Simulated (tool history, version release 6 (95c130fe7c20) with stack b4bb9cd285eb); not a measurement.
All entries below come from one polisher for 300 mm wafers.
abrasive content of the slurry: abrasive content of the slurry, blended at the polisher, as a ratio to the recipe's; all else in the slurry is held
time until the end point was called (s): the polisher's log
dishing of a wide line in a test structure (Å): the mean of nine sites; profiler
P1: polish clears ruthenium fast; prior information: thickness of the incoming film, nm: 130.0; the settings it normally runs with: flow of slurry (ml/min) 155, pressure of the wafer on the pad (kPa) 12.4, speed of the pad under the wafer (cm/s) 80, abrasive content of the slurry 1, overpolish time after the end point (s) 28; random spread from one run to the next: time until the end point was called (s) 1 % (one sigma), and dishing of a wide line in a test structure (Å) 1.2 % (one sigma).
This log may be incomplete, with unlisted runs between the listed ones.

run,hour,flow of slurry (ml/min),pressure of the wafer on the pad (kPa),speed of the pad under the wafer (cm/s),abrasive content of the slurry,overpolish time after the end point (s),time until the end point was called (s),dishing of a wide line in a test structure (Å)
1,7.8,155,12.4,80,1,28,50.906,502.82
2,18.5,155,7.6,80,1,28,86.076,333.55
3,25.2,155,12.4,80,1,28,51.861,490.55
4,35.8,230,12.4,80,1.35,28,42.716,561.5
5,44.4,155,12.4,80,1.4,28,44.797,547.21
6,55.7,155,12.4,36,1,28,115.38,261.19
7,64,155,12.4,80,1,28,52.813,498.58
8,71.2,155,17.9,80,1,28,35.546,633.21
9,78.4,155,12.4,80,1,28,51.926,499.66
# hour 87.9: slurry nozzle cleaned
10,91.4,225,12.4,80,1,28,48.922,530.01
11,100.9,155,12.4,106,1,28,38.258,612.79
12,110,155,12.4,80,0.5,28,74.357,382.56
13,116.2,95,12.4,80,1,28,56.608,469.37
14,126.5,155,12.4,80,1,56,51.792,778.85
15,134.7,155,12.4,80,1,28,51.285,507.18

Run 16 is up next; what results do you expect?
16,147.9,155,12.4,80,1,9,?,?

Run 16 gave time until the end point was called (s) 52.731, dishing of a wide line in a test structure (Å) 190.64.

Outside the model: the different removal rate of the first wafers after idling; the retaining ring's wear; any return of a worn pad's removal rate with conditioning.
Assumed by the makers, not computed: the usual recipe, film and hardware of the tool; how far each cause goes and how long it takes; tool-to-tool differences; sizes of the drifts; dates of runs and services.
